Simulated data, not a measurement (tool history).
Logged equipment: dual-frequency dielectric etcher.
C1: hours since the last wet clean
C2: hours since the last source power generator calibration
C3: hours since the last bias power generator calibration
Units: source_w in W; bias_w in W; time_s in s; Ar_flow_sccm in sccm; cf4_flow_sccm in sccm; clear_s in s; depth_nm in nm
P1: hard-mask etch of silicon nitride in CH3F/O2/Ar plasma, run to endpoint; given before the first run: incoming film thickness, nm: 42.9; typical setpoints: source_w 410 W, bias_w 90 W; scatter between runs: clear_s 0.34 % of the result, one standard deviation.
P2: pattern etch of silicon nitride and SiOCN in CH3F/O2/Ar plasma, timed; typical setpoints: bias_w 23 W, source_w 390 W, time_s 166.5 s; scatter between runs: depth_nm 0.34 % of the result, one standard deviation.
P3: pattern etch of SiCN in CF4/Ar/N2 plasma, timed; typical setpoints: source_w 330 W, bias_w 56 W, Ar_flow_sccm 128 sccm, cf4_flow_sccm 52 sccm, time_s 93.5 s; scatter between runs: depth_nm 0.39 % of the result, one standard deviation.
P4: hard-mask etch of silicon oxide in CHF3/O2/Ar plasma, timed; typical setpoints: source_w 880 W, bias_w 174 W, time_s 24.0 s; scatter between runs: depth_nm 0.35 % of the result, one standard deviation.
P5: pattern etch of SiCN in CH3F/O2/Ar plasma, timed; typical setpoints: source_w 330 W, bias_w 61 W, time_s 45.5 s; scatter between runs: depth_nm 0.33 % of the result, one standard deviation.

Run 1, day 0.333: process P1, source_w 410 W, bias_w 90 W; C1 117.3; C2 1877.7; C3 3138.9. Result: clear_s 56.144 s.
Run 2, day 0.596: process P5, source_w 330 W, bias_w 80 W, time_s 45.5 s; C1 123.6; C2 1884.0; C3 3145.2. Result: depth_nm 16.8120 nm.
Run 3, day 0.950: process P3, source_w 330 W, bias_w 56 W, time_s 93.5 s, Ar_flow_sccm 128 sccm, cf4_flow_sccm 52 sccm; C1 132.1; C2 1892.5; C3 3153.7. Result: depth_nm 50.9070 nm.
Run 4, day 1.354: process P3, source_w 330 W, bias_w 43 W, time_s 93.5 s, Ar_flow_sccm 128 sccm, cf4_flow_sccm 52 sccm; C1 141.8; C2 1902.2; C3 3163.4. Result: depth_nm 45.8950 nm.
Run 5, day 1.700: process P1, source_w 410 W, bias_w 90 W; C1 150.1; C2 1910.5; C3 3171.7. Result: clear_s 56.006 s.
Run 6, day 2.246: process P3, source_w 200 W, bias_w 56 W, time_s 93.5 s, Ar_flow_sccm 128 sccm, cf4_flow_sccm 52 sccm; C1 163.2; C2 1923.6; C3 3184.8. Result: depth_nm 32.9760 nm.
Run 7, day 2.754: process P3, source_w 330 W, bias_w 56 W, time_s 93.5 s, Ar_flow_sccm 128 sccm, cf4_flow_sccm 39 sccm; C1 175.4; C2 1935.8; C3 3197.0. Result: depth_nm 48.4730 nm.
Run 8, day 3.154: process P2, source_w 390 W, bias_w 23 W, time_s 166.5 s; C1 185.0; C2 1945.4; C3 3206.6. Result: depth_nm 22.3860 nm.
Run 9, day 3.433: process P1, source_w 280 W, bias_w 57 W; C1 191.7; C2 1952.1; C3 3213.3. Result: clear_s 75.854 s.
Run 10, day 3.775: process P2, source_w 390 W, bias_w 13 W, time_s 166.5 s; C1 199.9; C2 1960.3; C3 3221.5. Result: depth_nm 17.6820 nm.
Run 11, day 4.038: process P1, source_w 410 W, bias_w 65 W; C1 206.2; C2 1966.6; C3 3227.8. Result: clear_s 62.822 s.
Run 12, day 4.521: process P1, source_w 340 W, bias_w 90 W; C1 217.8; C2 1978.2; C3 3239.4. Result: clear_s 60.246 s.
Run 13, day 5.075: process P2, source_w 270 W, bias_w 23 W, time_s 166.5 s; C1 231.1; C2 1991.5; C3 3252.7. Result: depth_nm 19.9590 nm.
Run 14, day 5.333: process P1, source_w 410 W, bias_w 90 W; C1 237.3; C2 1997.7; C3 3258.9. Result: clear_s 56.004 s.
Run 15, day 5.650: process P4, source_w 880 W, bias_w 220 W, time_s 24.0 s; C1 244.9; C2 2005.3; C3 3266.5. Result: depth_nm 60.4940 nm.
Run 16, day 6.179: process P4, source_w 880 W, bias_w 174 W, time_s 34.0 s; C1 257.6; C2 2018.0; C3 3279.2. Result: depth_nm 79.0340 nm.
Run 17, day 6.554: process P5, source_w 330 W, bias_w 61 W, time_s 26.5 s; C1 266.6; C2 2027.0; C3 3288.2. Result: depth_nm 8.9187 nm.
Run 18, day 6.912: process P3, source_w 330 W, bias_w 56 W, time_s 93.5 s, Ar_flow_sccm 128 sccm, cf4_flow_sccm 52 sccm; C1 275.2; C2 2035.6; C3 3296.8. Result: depth_nm 51.2310 nm.
Run 19, day 7.246: process P4, source_w 880 W, bias_w 174 W, time_s 24.0 s; C1 283.2; C2 2043.6; C3 3304.8. Result: depth_nm 56.1440 nm.
Run 20, day 7.783: process P1, source_w 490 W, bias_w 90 W; C1 296.1; C2 2056.5; C3 3317.7. Result: clear_s 52.554 s.
Run 21, day 8.112: process P4, source_w 880 W, bias_w 174 W, time_s 24.0 s; C1 304.0; C2 2064.4; C3 3325.6. Result: depth_nm 55.6780 nm.
Run 22, day 8.596: process P1, source_w 410 W, bias_w 90 W; C1 315.6; C2 2076.0; C3 3337.2. Result: clear_s 56.290 s.
Run 23, day 8.912: process P3, source_w 330 W, bias_w 56 W, time_s 52.0 s, Ar_flow_sccm 128 sccm, cf4_flow_sccm 52 sccm; C1 323.2; C2 2083.6; C3 3344.8. Result: depth_nm 28.3730 nm.
Run 24, day 9.325: process P5, source_w 250 W, bias_w 61 W, time_s 45.5 s; C1 333.1; C2 2093.5; C3 3354.7. Result: depth_nm 13.7510 nm.
Run 25, day 9.608: process P4, source_w 1180 W, bias_w 174 W, time_s 24.0 s; C1 339.9; C2 2100.3; C3 3361.5. Result: depth_nm 62.9530 nm.
Run 26, day 10.088: process P2, source_w 390 W, bias_w 23 W, time_s 105.0 s; C1 351.4; C2 2111.8; C3 3373.0. Result: depth_nm 14.2700 nm.
Run 27, day 10.412: process P1, source_w 410 W, bias_w 125 W; C1 359.2; C2 2119.6; C3 3380.8. Result: clear_s 49.709 s.
Run 28, day 10.667: process P5, source_w 330 W, bias_w 61 W, time_s 45.5 s; C1 365.3; C2 2125.7; C3 3386.9. Result: depth_nm 15.2380 nm.
Run 29, day 10.988: process P1, source_w 410 W, bias_w 90 W; C1 373.0; C2 2133.4; C3 3394.6. Result: clear_s 56.303 s.
Run 30, day 11.483: process P3, source_w 330 W, bias_w 56 W, time_s 93.5 s, Ar_flow_sccm 101 sccm, cf4_flow_sccm 52 sccm; C1 384.9; C2 2145.3; C3 3406.5. Result: depth_nm 52.9780 nm.
Run 31, day 12.058: process P1, source_w 410 W, bias_w 90 W; C1 398.7; C2 2159.1; C3 3420.3. Result: clear_s 56.243 s.
Run 32, day 12.625: process P1, source_w 410 W, bias_w 90 W; C1 412.3; C2 2172.7; C3 3433.9. Result: clear_s 55.873 s.
Run 33, day 12.879: process P1, source_w 410 W, bias_w 90 W; C1 418.4; C2 2178.8; C3 3440.0. Result: clear_s 55.486 s.
Run 34, day 13.192: process P1, source_w 410 W, bias_w 90 W; C1 425.9; C2 2186.3; C3 3447.5. Result: clear_s 55.110 s.
Run 35, day 13.675: process P1, source_w 410 W, bias_w 90 W; C1 437.5; C2 2197.9; C3 3459.1. Result: clear_s 54.790 s.
At day 13.925: wet clean of the chamber.
Run 36, day 14.071: process P1, source_w 410 W, bias_w 90 W; C1 3.6; C2 2207.4; C3 3468.6. Result: clear_s 55.447 s.
Run 37, day 14.462: process P1, source_w 410 W, bias_w 90 W; C1 13.0; C2 2216.8; C3 3478.0. Result: clear_s 55.034 s.
Run 38, day 14.958: process P1, source_w 410 W, bias_w 90 W; C1 24.9; C2 2228.7; C3 3489.9. Result: clear_s 55.112 s.

P1 has crept away from where it was. The log is fitted equally well by each of these 2 causes, at the sizes shown:
A: source power that arrives over what is set, % = 4.67
B: bias power that arrives over what is set, % = 4.86
Creep in the process output first set in at about day 12.058.
All other causes, with the reason each is excluded:
chamber walls in a state that raises the etch rate, %: serviced at day 13.925, which brought nothing back

Which of the 4 check runs listed below, each an average over 2 wafers with its results shown as question marks, gives clearly different results under the different listed causes?
Run check 1, day 15.454: process P2, source_w 290 W, bias_w 17 W, time_s 166.5 s. Result: depth_nm ?.
Run check 2, day 15.454: process P4, source_w 880 W, bias_w 174 W, time_s 30.0 s. Result: depth_nm ?.
Run check 3, day 15.454: process P3, source_w 240 W, bias_w 56 W, time_s 93.5 s, Ar_flow_sccm 128 sccm, cf4_flow_sccm 52 sccm. Result: depth_nm ?.
Run check 4, day 15.454: process P5, source_w 280 W, bias_w 61 W, time_s 45.5 s. Result: depth_nm ?.

Outcome of each check run for each possible cause:
  check    result     if A     if B
check 1  depth_nm  18.0720  18.1530
check 2  depth_nm  71.2280  71.0740
check 3  depth_nm  40.1890  39.3260
check 4  depth_nm  14.5710  14.5630
Minimum pairwise separation of causes per check, each pair taken at its best-separating result: check 1 0.45 %; check 2 0.22 %; check 3 2.17 %; check 4 0.05 %
Check 3 distinguishes between the causes, while the remaining checks would return nearly the same result for all of them.

Check 3 has now been run. It gave: depth_nm 39.4450 nm. Which of the candidate causes is it?

Of the candidate causes, it is B: bias power that arrives over what is set, %.
